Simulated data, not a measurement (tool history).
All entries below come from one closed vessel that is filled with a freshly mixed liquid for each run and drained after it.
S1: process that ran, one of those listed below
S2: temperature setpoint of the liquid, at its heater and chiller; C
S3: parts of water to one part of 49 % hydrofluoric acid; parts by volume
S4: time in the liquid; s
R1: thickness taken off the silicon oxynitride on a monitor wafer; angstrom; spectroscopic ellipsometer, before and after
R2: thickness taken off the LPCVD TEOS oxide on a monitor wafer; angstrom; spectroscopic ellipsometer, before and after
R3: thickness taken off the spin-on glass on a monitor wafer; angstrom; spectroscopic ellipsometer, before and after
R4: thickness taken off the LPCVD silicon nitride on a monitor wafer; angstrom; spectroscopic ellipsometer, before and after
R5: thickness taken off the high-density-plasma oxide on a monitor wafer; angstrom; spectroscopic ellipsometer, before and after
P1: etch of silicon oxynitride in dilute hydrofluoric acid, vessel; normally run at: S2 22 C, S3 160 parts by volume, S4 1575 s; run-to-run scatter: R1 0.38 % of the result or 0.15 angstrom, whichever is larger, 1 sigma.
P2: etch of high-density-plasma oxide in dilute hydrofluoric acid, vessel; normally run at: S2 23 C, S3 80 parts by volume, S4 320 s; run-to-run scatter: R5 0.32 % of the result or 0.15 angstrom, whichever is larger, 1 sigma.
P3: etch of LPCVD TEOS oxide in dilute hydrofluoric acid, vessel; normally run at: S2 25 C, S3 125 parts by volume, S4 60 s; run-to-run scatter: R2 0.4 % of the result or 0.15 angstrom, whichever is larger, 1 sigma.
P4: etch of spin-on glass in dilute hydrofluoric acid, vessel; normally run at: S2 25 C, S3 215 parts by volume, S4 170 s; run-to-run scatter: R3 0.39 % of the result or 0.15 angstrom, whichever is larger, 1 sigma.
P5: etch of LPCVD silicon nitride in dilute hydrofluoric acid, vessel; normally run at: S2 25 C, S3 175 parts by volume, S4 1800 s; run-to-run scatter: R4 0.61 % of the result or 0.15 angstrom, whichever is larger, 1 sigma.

Run 1, hour 8.1: S1 P1, S2 22 C, S3 160 parts by volume, S4 1575 s. Result: R1 124.45 angstrom.
Run 2, hour 12.6: S1 P1, S2 29.5 C, S3 160 parts by volume, S4 2630 s. Result: R1 292 angstrom.
Run 3, hour 20.3: S1 P1, S2 22 C, S3 160 parts by volume, S4 1575 s. Result: R1 125.39 angstrom.
Run 4, hour 24.1: S1 P1, S2 22 C, S3 160 parts by volume, S4 1575 s. Result: R1 124.08 angstrom.
Run 5, hour 28.2: S1 P3, S2 25 C, S3 125 parts by volume, S4 30 s. Result: R2 55.38 angstrom.
Run 6, hour 31.9: S1 P4, S2 25 C, S3 215 parts by volume, S4 330 s. Result: R3 700.56 angstrom.
Run 7, hour 35.7: S1 P3, S2 21.5 C, S3 125 parts by volume, S4 60 s. Result: R2 97.577 angstrom.
Run 8, hour 42.4: S1 P5, S2 25 C, S3 175 parts by volume, S4 2885 s. Result: R4 82.056 angstrom.
Run 9, hour 46.3: S1 P4, S2 25 C, S3 45 parts by volume, S4 170 s. Result: R3 2126.6 angstrom.
Run 10, hour 52.6: S1 P2, S2 23 C, S3 80 parts by volume, S4 320 s. Result: R5 203.1 angstrom.
Run 11, hour 60.9: S1 P1, S2 22 C, S3 160 parts by volume, S4 1575 s. Result: R1 125.02 angstrom.
Run 12, hour 64.7: S1 P1, S2 22 C, S3 160 parts by volume, S4 1575 s. Result: R1 124.85 angstrom.
Run 13, hour 70.8: S1 P1, S2 22 C, S3 35 parts by volume, S4 2555 s. Result: R1 1013 angstrom.
Run 14, hour 76.1: S1 P2, S2 23 C, S3 80 parts by volume, S4 75 s. Result: R5 47.502 angstrom.
Run 15, hour 80.3: S1 P1, S2 17 C, S3 160 parts by volume, S4 2315 s. Result: R1 144.6 angstrom.
Run 16, hour 84.9: S1 P5, S2 17.5 C, S3 175 parts by volume, S4 1800 s. Result: R4 30.985 angstrom.
Run 17, hour 91.3: S1 P5, S2 25 C, S3 175 parts by volume, S4 1800 s. Result: R4 51.61 angstrom.
Run 18, hour 99.4: S1 P1, S2 29 C, S3 160 parts by volume, S4 1575 s. Result: R1 170.97 angstrom.
Run 19, hour 105: S1 P2, S2 23 C, S3 40 parts by volume, S4 320 s. Result: R5 427.79 angstrom.
Run 20, hour 113.5: S1 P1, S2 22 C, S3 60 parts by volume, S4 1575 s. Result: R1 358.25 angstrom.
Run 21, hour 118.4: S1 P1, S2 17 C, S3 160 parts by volume, S4 1575 s. Result: R1 98.491 angstrom.
Run 22, hour 125.9: S1 P3, S2 25 C, S3 40 parts by volume, S4 60 s. Result: R2 389.41 angstrom.
Run 23, hour 131: S1 P2, S2 23 C, S3 80 parts by volume, S4 320 s. Result: R5 204.25 angstrom.
Run 24, hour 138.3: S1 P1, S2 22 C, S3 160 parts by volume, S4 500 s. Result: R1 39.622 angstrom.
Run 25, hour 142.2: S1 P4, S2 33 C, S3 215 parts by volume, S4 170 s. Result: R3 478.73 angstrom.
Run 26, hour 147.2: S1 P3, S2 25 C, S3 125 parts by volume, S4 60 s. Result: R2 110.72 angstrom.
Run 27, hour 151.5: S1 P1, S2 22 C, S3 275 parts by volume, S4 1575 s. Result: R1 67.369 angstrom.
Run 28, hour 156.6: S1 P4, S2 25 C, S3 215 parts by volume, S4 170 s. Result: R3 360.46 angstrom.
Run 29, hour 161: S1 P5, S2 25 C, S3 40 parts by volume, S4 1800 s. Result: R4 219 angstrom.
Run 30, hour 165: S1 P5, S2 25 C, S3 175 parts by volume, S4 1800 s. Result: R4 50.854 angstrom.
Run 31, hour 169.2: S1 P1, S2 22 C, S3 160 parts by volume, S4 2260 s. Result: R1 178.34 angstrom.
Run 32, hour 177.7: S1 P1, S2 22 C, S3 160 parts by volume, S4 1575 s. Result: R1 124.48 angstrom.
Run 33, hour 182.9: S1 P2, S2 31 C, S3 80 parts by volume, S4 320 s. Result: R5 278.45 angstrom.
Run 34, hour 187.5: S1 P1, S2 22 C, S3 160 parts by volume, S4 1575 s. Result: R1 124.6 angstrom.
Run 35, hour 192: S1 P1, S2 22 C, S3 160 parts by volume, S4 1575 s. Result: R1 128.03 angstrom.
Run 36, hour 197.4: S1 P1, S2 22 C, S3 160 parts by volume, S4 1575 s. Result: R1 130.78 angstrom.
Run 37, hour 204.7: S1 P1, S2 22 C, S3 160 parts by volume, S4 1575 s. Result: R1 133.49 angstrom.
Run 38, hour 208.9: S1 P1, S2 22 C, S3 160 parts by volume, S4 1575 s. Result: R1 134.05 angstrom.
Run 39, hour 212.8: S1 P1, S2 22 C, S3 160 parts by volume, S4 1575 s. Result: R1 135.28 angstrom.
Run 40, hour 220.5: S1 P1, S2 22 C, S3 160 parts by volume, S4 1575 s. Result: R1 136.8 angstrom.
Run 41, hour 227.9: S1 P1, S2 22 C, S3 160 parts by volume, S4 1575 s. Result: R1 136.35 angstrom.
Run 42, hour 232.9: S1 P1, S2 22 C, S3 160 parts by volume, S4 1575 s. Result: R1 137.84 angstrom.
Run 43, hour 238.1: S1 P1, S2 22 C, S3 160 parts by volume, S4 1575 s. Result: R1 137.36 angstrom.
Run 44, hour 245.6: S1 P1, S2 22 C, S3 160 parts by volume, S4 1575 s. Result: R1 136.41 angstrom.

The log shows P1 creeping away from where it was. Any of the 2 causes listed here, at the size stated for it, fits the log just as well as the others:
A: hydrofluoric acid flow above the setpoint (%) = 8.96
B: liquid hotter than its thermometer reads (K) = 2.08
The creep began at about hour 187.5.

4 check runs are offered, one wafer each, their results left as question marks. Which one tells the causes apart?
Run check 1, hour 253.1: S1 P2, S2 23 C, S3 55 parts by volume, S4 125 s. Result: R5 ?.
Run check 2, hour 253.1: S1 P4, S2 25 C, S3 50 parts by volume, S4 300 s. Result: R3 ?.
Run check 3, hour 253.1: S1 P3, S2 25 C, S3 50 parts by volume, S4 60 s. Result: R2 ?.
Run check 4, hour 253.1: S1 P5, S2 20.5 C, S3 55 parts by volume, S4 1800 s. Result: R4 ?.

How each check would come out, cause by cause:
  check  result    if A    if B
check 1      R5  130.94  130.11
check 2      R3  3656.4  3630.3
check 3      R2  335.67  333.27
check 4      R4   128.7  136.53
Minimum pairwise separation of causes per check, each pair taken at its best-separating result: check 1 0.63 %; check 2 0.71 %; check 3 0.71 %; check 4 5.9 %
Check 4 distinguishes between the causes, while the remaining checks would return nearly the same result for all of them.

Running check 4 produced the following: R4 137.77 angstrom. Which one of the listed causes fits?

Of the candidate causes, it is B: liquid hotter than its thermometer reads (K).

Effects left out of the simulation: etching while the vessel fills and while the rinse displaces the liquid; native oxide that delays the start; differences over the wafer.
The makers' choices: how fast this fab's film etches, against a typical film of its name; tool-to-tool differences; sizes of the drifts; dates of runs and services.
